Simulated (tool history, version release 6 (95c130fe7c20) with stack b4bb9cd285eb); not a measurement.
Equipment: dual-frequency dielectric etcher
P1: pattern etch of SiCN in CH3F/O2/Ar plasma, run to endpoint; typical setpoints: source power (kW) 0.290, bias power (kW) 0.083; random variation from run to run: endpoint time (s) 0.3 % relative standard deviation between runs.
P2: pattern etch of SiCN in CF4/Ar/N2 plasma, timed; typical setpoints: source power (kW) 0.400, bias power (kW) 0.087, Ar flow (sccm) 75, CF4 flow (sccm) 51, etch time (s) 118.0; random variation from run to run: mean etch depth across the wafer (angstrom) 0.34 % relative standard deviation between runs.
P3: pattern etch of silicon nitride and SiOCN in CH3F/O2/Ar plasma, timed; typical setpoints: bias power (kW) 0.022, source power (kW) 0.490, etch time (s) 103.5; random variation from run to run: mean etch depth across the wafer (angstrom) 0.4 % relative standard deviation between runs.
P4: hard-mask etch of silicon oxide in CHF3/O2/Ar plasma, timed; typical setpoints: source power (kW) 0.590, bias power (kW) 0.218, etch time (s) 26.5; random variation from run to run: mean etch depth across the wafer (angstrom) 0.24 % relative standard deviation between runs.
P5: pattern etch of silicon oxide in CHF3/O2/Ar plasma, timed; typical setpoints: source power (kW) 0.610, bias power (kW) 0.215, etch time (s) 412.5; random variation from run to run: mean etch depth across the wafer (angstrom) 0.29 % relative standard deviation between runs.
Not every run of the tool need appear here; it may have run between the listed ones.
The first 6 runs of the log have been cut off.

run	hour	process that ran	source power (kW)	bias power (kW)	etch time (s)	Ar flow (sccm)	CF4 flow (sccm)	hours since the last wet clean	hours since the last source power generator calibration	hours since the last bias power generator calibration	endpoint time (s)	mean etch depth across the wafer (angstrom)
7	43.8	P2	0.400	0.087	118.0	75	51	253.1	1138.6	1285.5		978.140
8	51.1	P4	0.590	0.218	26.5			260.4	1145.9	1292.8		544.410
9	57.7	P2	0.400	0.087	118.0	89	51	267.0	1152.5	1299.4		961.620
10	66.1	P4	0.590	0.218	36.5			275.4	1160.9	1307.8		749.520
11	74.6	P1	0.290	0.063				283.9	1169.4	1316.3	23.465	
12	80.0	P5	0.610	0.215	227.0			289.3	1174.8	1321.7		4841.200
13	88.3	P4	0.590	0.301	26.5			297.6	1183.1	1330.0		609.640
14	94.7	P1	0.290	0.083				304.0	1189.5	1336.4	21.258	
15	102.8	P5	0.610	0.215	412.5			312.1	1197.6	1344.5		8818.000
16	107.1	P1	0.220	0.110				316.4	1201.9	1348.8	21.169	
17	112.9	P3	0.490	0.013	103.5			322.2	1207.7	1354.6		113.740
18	120.8	P3	0.490	0.022	103.5			330.1	1215.6	1362.5		140.820
19	128.6	P2	0.400	0.061	118.0	75	51	337.9	1223.4	1370.3		870.020
# hour 129.5: source power generator calibrated
20	137.0	P1	0.290	0.083				346.3	7.5	1378.7	21.203	
21	145.0	P1	0.340	0.059				354.3	15.5	1386.7	22.619	
22	152.7	P1	0.210	0.101				362.0	23.2	1394.4	22.178	

What will run 23 give?
23	157.9	P1	0.290	0.083				367.2	28.4	1399.6	?	

Run 23 produced endpoint time (s) 21.363.
